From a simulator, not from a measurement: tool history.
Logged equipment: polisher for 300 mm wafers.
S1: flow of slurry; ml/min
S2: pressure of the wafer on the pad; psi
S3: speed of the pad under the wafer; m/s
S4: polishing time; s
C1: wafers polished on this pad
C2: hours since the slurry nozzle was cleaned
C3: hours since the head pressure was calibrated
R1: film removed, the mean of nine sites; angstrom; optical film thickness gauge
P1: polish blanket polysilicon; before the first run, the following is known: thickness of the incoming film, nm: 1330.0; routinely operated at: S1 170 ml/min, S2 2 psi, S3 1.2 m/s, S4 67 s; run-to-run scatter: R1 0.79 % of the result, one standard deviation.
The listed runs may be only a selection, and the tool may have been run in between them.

| run | hour | S1 | S2 | S3 | S4 | C1 | C2 | C3 | R1 |
|---|---|---|---|---|---|---|---|---|---|
| 1 | 16.5 | 170 | 2 | 1.2 | 67 | 794 | 368.8 | 459.8 | 4469.7 |
| 2 | 35.4 | 170 | 2 | 1.2 | 67 | 1046 | 387.7 | 478.7 | 4398.2 |
| 3 | 48.9 | 170 | 2 | 1.2 | 67 | 1226 | 401.2 | 492.2 | 4396.2 |
| 4 | 67.9 | 170 | 2 | 1.2 | 67 | 1480 | 420.2 | 511.2 | 4469.8 |
| 5 | 79.3 | 170 | 2 | 1.2 | 67 | 1632 | 431.6 | 522.6 | 4441 |
| 6 | 90.9 | 245 | 2 | 1.2 | 42 | 1787 | 443.2 | 534.2 | 2945.8 |
| 7 | 108.8 | 170 | 2 | 1.2 | 90 | 2026 | 461.1 | 552.1 | 6026.4 |
|  | 109.6 | slurry nozzle cleaned |
| 8 | 124.5 | 170 | 1 | 1.2 | 67 | 2235 | 15 | 567.8 | 2219.3 |
| 9 | 140 | 170 | 2 | 1.2 | 67 | 2442 | 30.5 | 583.3 | 4456.3 |
| 10 | 157.2 | 220 | 2 | 1.2 | 67 | 2671 | 47.7 | 600.5 | 4616.4 |
| 11 | 166.2 | 170 | 2 | 1.72 | 67 | 2791 | 56.7 | 609.5 | 6372.6 |
| 12 | 175.2 | 100 | 2 | 1.2 | 67 | 2912 | 65.7 | 618.5 | 4036.2 |
| 13 | 186.2 | 170 | 2 | 0.9 | 67 | 3058 | 76.7 | 629.5 | 3318.4 |
| 14 | 200.7 | 170 | 1.1 | 0.76 | 67 | 3252 | 91.2 | 644 | 1550 |
| 15 | 213.9 | 170 | 3 | 1.2 | 67 | 3428 | 104.4 | 657.2 | 6659.5 |
| 16 | 227.2 | 170 | 2 | 1.2 | 67 | 3605 | 117.7 | 670.5 | 4452.7 |
| 17 | 241.6 | 170 | 2 | 1.2 | 32 | 3798 | 132.1 | 684.9 | 2124 |
| 18 | 257 | 170 | 2 | 1.2 | 67 | 4003 | 147.5 | 700.3 | 4357.7 |
| 19 | 271.7 | 170 | 2 | 1.2 | 67 | 4199 | 162.2 | 715 | 4284 |
| 20 | 281.9 | 170 | 2 | 1.2 | 67 | 4335 | 172.4 | 725.2 | 4251.2 |
| 21 | 296.7 | 170 | 2 | 1.2 | 67 | 4533 | 187.2 | 740 | 4217 |
| 22 | 313.9 | 170 | 2 | 1.2 | 67 | 4762 | 204.4 | 757.2 | 4155.3 |
|  | 317.2 | worn pad replaced by a new one |
| 23 | 331 | 170 | 2 | 1.2 | 67 | 184 | 221.5 | 774.3 | 4145.5 |
| 24 | 349.1 | 170 | 2 | 1.2 | 67 | 425 | 239.6 | 792.4 | 4097.4 |

P1 has crept away from where it was. The log is fitted equally well by each of these 2 causes, at the sizes shown:
A: slurry flow missing at the pad, % = 33.8
B: head's pressure below its setpoint, % = 7.42
At approximately hour 257, the process output began to creep.
All other causes, with the reason each is excluded:
removal rate lost through wear of the pad, %: serviced at hour 317.2, after the change had begun; the process did not return to its earlier output

Which of the check runs below tells the causes apart, meaning the causes would give it clearly different results? Each run uses 2 wafers whose results are averaged, and each result is shown as a question mark.
| check 1 | 367.2 | 170 | 1.6 | 1.2 | 83 |  |  |  | ? |
| check 2 | 367.2 | 170 | 2 | 1.2 | 88 |  |  |  | ? |
| check 3 | 367.2 | 170 | 1.5 | 1.2 | 67 |  |  |  | ? |
| check 4 | 367.2 | 100 | 2 | 1.2 | 67 |  |  |  | ? |

Expected result of each check under each candidate cause:
| check | result | if A | if B |
|---|---|---|---|
| check 1 | R1 | 4071.9 | 4071.9 |
| check 2 | R1 | 5396.4 | 5396.5 |
| check 3 | R1 | 3081.5 | 3081.5 |
| check 4 | R1 | 3531.6 | 3699 |
How far apart the two closest causes lie, in the result that separates them most: check 1 0 %; check 2 0 %; check 3 0 %; check 4 4.63 %
The causes can be told apart only by check 4. The other checks would give nearly the same results under each of them.

After running check 4, the following was obtained: R1 3542.3 angstrom. Which cause does this point to?

It was cause A: slurry flow missing at the pad, %.
